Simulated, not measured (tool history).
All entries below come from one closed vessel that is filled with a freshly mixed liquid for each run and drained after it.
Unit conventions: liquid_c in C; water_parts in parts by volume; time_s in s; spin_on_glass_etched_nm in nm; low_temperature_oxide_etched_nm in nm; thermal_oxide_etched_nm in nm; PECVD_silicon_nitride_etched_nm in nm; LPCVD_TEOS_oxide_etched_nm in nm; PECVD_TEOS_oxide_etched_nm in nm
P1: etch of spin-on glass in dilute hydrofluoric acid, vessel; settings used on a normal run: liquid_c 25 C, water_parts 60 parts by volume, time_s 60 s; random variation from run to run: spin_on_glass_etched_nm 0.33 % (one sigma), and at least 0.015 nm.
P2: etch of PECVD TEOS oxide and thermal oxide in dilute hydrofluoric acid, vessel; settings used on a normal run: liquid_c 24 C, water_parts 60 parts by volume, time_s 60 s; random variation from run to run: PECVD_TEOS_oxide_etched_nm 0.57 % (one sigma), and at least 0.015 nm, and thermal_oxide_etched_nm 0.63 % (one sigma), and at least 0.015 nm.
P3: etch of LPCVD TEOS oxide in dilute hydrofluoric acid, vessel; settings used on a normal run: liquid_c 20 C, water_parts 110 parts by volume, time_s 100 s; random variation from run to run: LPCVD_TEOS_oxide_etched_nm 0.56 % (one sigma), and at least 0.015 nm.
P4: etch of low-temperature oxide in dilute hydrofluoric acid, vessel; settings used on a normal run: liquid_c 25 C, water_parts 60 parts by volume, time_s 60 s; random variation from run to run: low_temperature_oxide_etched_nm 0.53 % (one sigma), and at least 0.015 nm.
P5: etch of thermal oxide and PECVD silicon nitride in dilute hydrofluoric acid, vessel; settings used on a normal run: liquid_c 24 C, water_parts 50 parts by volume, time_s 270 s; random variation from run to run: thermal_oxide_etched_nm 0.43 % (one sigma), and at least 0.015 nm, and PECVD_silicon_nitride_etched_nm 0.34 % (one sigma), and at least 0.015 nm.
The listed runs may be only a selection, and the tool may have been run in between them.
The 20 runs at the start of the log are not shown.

run   hour  process  liquid_c  water_parts  time_s  hours since the thermometer was replaced  hours since the hydrofluoric acid flow meter was replaced  spin_on_glass_etched_nm  low_temperature_oxide_etched_nm  thermal_oxide_etched_nm  PECVD_silicon_nitride_etched_nm  LPCVD_TEOS_oxide_etched_nm  PECVD_TEOS_oxide_etched_nm
 21  200.2       P1        25           20      60                                     151.8                                                      883.5                   164.72
 22  208.6       P4        25           60      30                                     160.2                                                      891.9                                                    9.9945
 23  219.7       P2        24           60      60                                     171.3                                                        903                                                                             4.9329                                                                                   30.308
 24  228.2       P4        25           60      60                                     179.8                                                      911.5                                                    20.264
 25  241.6       P1        25           60      60                                     193.2                                                      924.9                   51.683
 26  252.7       P1      28.5           60     115                                     204.3                                                        936                   114.73
 27  259.6       P2      30.5           60      60                                     211.2                                                      942.9                                                                             6.3717                                                                                   39.415
 28    269       P2        24           95      60                                     220.6                                                      952.3                                                                             2.9168                                                                                    18.04
 29  282.7       P1        25           60      30                                     234.3                                                        966                   25.851
 30  296.2       P2        24           60     115                                     247.8                                                      979.5                                                                             9.4187                                                                                   57.898
 31  302.7       P1      19.5           60      60                                     254.3                                                        986                   41.323
 32  316.5       P1        25           60      60                                     268.1                                                      999.8                   51.898
 33  325.8       P1        25           60      60                                     277.4                                                     1009.1                   53.562
 34    335       P1        25           60      60                                     286.6                                                     1018.3                   54.629
 35    344       P1        25           60      60                                     295.6                                                     1027.3                   55.213
 36  357.5       P1        25           60      60                                     309.1                                                     1040.8                   55.481
 37  363.9       P1        25           60      60                                     315.5                                                     1047.2                   55.726
 38  375.3       P1        25           60      60                                     326.9                                                     1058.6                   56.149

Predict the results of run 39:
 39  389.7       P1        25           60      60                                     341.3                                                       1073                        ?

Run 39 yielded spin_on_glass_etched_nm 55.972 nm.

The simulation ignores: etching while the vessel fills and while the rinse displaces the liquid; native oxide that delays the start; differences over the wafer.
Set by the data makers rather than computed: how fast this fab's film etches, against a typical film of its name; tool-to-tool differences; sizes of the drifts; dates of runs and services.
